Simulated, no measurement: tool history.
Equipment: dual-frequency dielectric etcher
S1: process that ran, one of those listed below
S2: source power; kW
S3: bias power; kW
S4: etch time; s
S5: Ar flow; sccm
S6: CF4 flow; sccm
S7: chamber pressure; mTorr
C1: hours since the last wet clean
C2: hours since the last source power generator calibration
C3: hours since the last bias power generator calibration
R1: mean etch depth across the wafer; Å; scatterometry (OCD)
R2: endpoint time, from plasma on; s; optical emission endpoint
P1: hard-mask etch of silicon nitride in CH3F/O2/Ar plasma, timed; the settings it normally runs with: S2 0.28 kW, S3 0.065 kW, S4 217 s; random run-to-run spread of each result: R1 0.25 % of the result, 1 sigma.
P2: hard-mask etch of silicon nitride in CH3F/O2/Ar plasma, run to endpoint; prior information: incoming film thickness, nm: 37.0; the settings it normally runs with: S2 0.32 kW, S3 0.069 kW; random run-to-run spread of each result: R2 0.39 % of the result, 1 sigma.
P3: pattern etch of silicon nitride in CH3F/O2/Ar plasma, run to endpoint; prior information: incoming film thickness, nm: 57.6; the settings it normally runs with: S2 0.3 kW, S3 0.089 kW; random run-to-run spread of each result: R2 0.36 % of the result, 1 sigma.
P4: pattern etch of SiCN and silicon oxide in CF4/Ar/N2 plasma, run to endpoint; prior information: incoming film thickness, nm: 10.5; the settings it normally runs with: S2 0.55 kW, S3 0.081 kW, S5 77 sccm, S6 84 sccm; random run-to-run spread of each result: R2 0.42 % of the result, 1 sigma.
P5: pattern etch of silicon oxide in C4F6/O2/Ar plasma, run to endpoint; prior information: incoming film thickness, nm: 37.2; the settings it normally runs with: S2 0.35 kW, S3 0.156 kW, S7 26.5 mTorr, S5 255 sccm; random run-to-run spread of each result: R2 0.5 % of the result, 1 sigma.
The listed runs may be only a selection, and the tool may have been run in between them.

run,hour,S1,S2,S3,S4,S5,S6,S7,C1,C2,C3,R1,R2
1,5.7,P1,0.28,0.065,217,,,,214.7,1124.8,1158.6,1296.2,
2,12.5,P4,0.55,0.081,,77,84,,221.5,1131.6,1165.4,,9.4183
3,24.5,P4,0.55,0.081,,77,111,,233.5,1143.6,1177.4,,8.9918
4,36.3,P1,0.28,0.065,313,,,,245.3,1155.4,1189.2,1872.8,
5,45.8,P1,0.28,0.065,217,,,,254.8,1164.9,1198.7,1301.4,
6,56.3,P5,0.35,0.156,,255,,26.5,265.3,1175.4,1209.2,,12.737
7,65.3,P1,0.35,0.065,266,,,,274.3,1184.4,1218.2,1722.9,
8,75.7,P2,0.19,0.069,,,,,284.7,1194.8,1228.6,,70.646
9,81.6,P1,0.28,0.079,217,,,,290.6,1200.7,1234.5,1382.2,
10,87.5,P1,0.21,0.065,281.5,,,,296.5,1206.6,1240.4,1516.3,
11,99.3,P3,0.3,0.061,,,,,308.3,1218.4,1252.2,,97.41
12,110.9,P1,0.2,0.065,217,,,,319.9,1230,1263.8,1136.4,
13,121.3,P5,0.35,0.156,,255,,34,330.3,1240.4,1274.2,,12.924
14,128.6,P2,0.32,0.041,,,,,337.6,1247.7,1281.5,,69.191
15,138.9,P1,0.28,0.065,217,,,,347.9,1258,1291.8,1294.5,
16,149.7,P3,0.19,0.089,,,,,358.7,1268.8,1302.6,,101.48
17,162.8,P3,0.3,0.089,,,,,371.8,1281.9,1315.7,,85.386
18,170,P4,0.55,0.081,,103,84,,379,1289.1,1322.9,,9.726
19,180.6,P4,0.66,0.081,,77,84,,389.6,1299.7,1333.5,,7.9095
20,191.3,P4,0.55,0.053,,77,84,,400.3,1310.4,1344.2,,10.63
21,202.8,P1,0.38,0.065,217,,,,411.8,1321.9,1355.7,1457,
22,212.6,P2,0.32,0.069,,,,,421.6,1331.7,1365.5,,58.685
23,220.5,P5,0.35,0.093,,255,,26.5,429.5,1339.6,1373.4,,14.677
24,229.4,P1,0.28,0.065,132.5,,,,438.4,1348.5,1382.3,789.01,
25,237.9,P2,0.32,0.069,,,,,446.9,1357,1390.8,,58.427
26,244.6,P1,0.28,0.065,217,,,,453.6,1363.7,1397.5,1302,
27,254.3,P1,0.28,0.065,217,,,,463.3,1373.4,1407.2,1295.3,
28,264.8,P5,0.45,0.156,,255,,26.5,473.8,1383.9,1417.7,,11.395
29,273.2,P5,0.35,0.156,,180,,26.5,482.2,1392.3,1426.1,,12.195
30,279.9,P1,0.28,0.043,217,,,,488.9,1399,1432.8,1132.7,
31,290.2,P1,0.28,0.065,217,,,,499.2,1409.3,1443.1,1296.8,
32,300,P1,0.28,0.065,217,,,,509,1419.1,1452.9,1299.5,

Run 33 is up next; what results do you expect?
33,312.7,P1,0.28,0.065,217,,,,521.7,1431.8,1465.6,?,

Run 33 gave R1 1301.2 Å.
